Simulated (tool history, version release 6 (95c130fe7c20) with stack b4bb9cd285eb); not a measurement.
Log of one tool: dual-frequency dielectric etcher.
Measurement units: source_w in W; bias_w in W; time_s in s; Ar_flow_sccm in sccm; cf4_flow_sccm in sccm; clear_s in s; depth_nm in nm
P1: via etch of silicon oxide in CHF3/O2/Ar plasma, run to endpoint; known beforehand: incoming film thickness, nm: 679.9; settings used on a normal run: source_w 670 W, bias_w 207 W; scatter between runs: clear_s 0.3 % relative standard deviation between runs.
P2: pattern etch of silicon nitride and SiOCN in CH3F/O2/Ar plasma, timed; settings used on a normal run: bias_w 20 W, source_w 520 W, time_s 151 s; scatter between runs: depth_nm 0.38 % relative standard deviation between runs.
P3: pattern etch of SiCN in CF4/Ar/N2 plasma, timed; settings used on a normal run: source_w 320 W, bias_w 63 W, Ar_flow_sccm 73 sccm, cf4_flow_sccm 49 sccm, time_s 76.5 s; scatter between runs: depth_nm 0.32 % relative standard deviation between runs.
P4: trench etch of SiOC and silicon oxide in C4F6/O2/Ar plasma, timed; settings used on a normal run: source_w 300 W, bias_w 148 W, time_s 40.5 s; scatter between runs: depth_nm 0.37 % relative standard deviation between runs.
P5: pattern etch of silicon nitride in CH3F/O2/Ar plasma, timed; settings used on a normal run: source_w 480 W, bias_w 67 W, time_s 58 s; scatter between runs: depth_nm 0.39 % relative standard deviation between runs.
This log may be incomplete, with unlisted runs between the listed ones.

run	hour	process	source_w	bias_w	time_s	Ar_flow_sccm	cf4_flow_sccm	hours since the last wet clean	hours since the last source power generator calibration	hours since the last bias power generator calibration	clear_s	depth_nm
1	13.4	P1	670	207				341.1	863.3	1004.2	313.48	
2	24	P5	370	67	58			351.7	873.9	1014.8		38.922
3	36	P4	300	148	40.5			363.7	885.9	1026.8		65.974
4	42.4	P5	480	67	58			370.1	892.3	1033.2		42.884
5	54.8	P1	670	162				382.5	904.7	1045.6	341.54	
6	67.7	P3	320	83	76.5	73	49	395.4	917.6	1058.5		53.967
7	79.4	P2	520	20	94.5			407.1	929.3	1070.2		13.41
8	89	P3	320	63	76.5	73	49	416.7	938.9	1079.8		48.474
9	95.1	P1	470	207				422.8	945	1085.9	359.01	
10	107.3	P1	670	293				435	957.2	1098.1	278.31	
11	114.2	P1	860	207				441.9	964.1	1105	284.58	
12	126.3	P2	730	20	151			454	976.2	1117.1		24.292
13	132.3	P5	480	67	32			460	982.2	1123.1		23.891
14	138.3	P2	520	25	151			466	988.2	1129.1		23.758
15	149.6	P4	200	148	40.5			477.3	999.5	1140.4		56.675
16	158.2	P1	870	157				485.9	1008.1	1149	309.76	
17	165.6	P1	790	244				493.3	1015.5	1156.4	278.43	
18	178	P4	300	148	40.5			505.7	1027.9	1168.8		66.566
19	188.5	P4	300	89	40.5			516.2	1038.4	1179.3		57.11
20	200.8	P1	670	207				528.5	1050.7	1191.6	315.97	
21	207.7	P3	320	63	76.5	73	49	535.4	1057.6	1198.5		49.006
22	215	P2	520	20	151			542.7	1064.9	1205.8		21.402
23	228.6	P3	320	63	105.5	73	49	556.3	1078.5	1219.4		67.355
24	234.7	P1	670	207				562.4	1084.6	1225.5	316.33	
25	248.5	P3	320	63	76.5	73	40	576.2	1098.4	1239.3		47.249
26	261.7	P1	670	207				589.4	1111.6	1252.5	311.92	
27	268	P3	210	63	76.5	73	49	595.7	1117.9	1258.8		33.687
28	279.2	P1	670	207				606.9	1129.1	1270	313.03	
29	291.2	P5	480	87	58			618.9	1141.1	1282		47.271
30	304	P1	670	207				631.7	1153.9	1294.8	314.72	
31	309.9	P3	320	63	76.5	44	49	637.6	1159.8	1300.7		52.205
32	320	P2	520	20	151			647.7	1169.9	1310.8		21.353
33	331.5	P4	300	148	52.5			659.2	1181.4	1322.3		86.058
34	337.7	P1	670	207				665.4	1187.6	1328.5	314.29	
35	350.2	P1	670	207				677.9	1200.1	1341	314.14	
36	359.3	P1	670	207				687	1209.2	1350.1	316.3	

Forecast run 37:
37	368.1	P1	670	207				695.8	1218	1358.9	?	

clear_s: 317.5 s
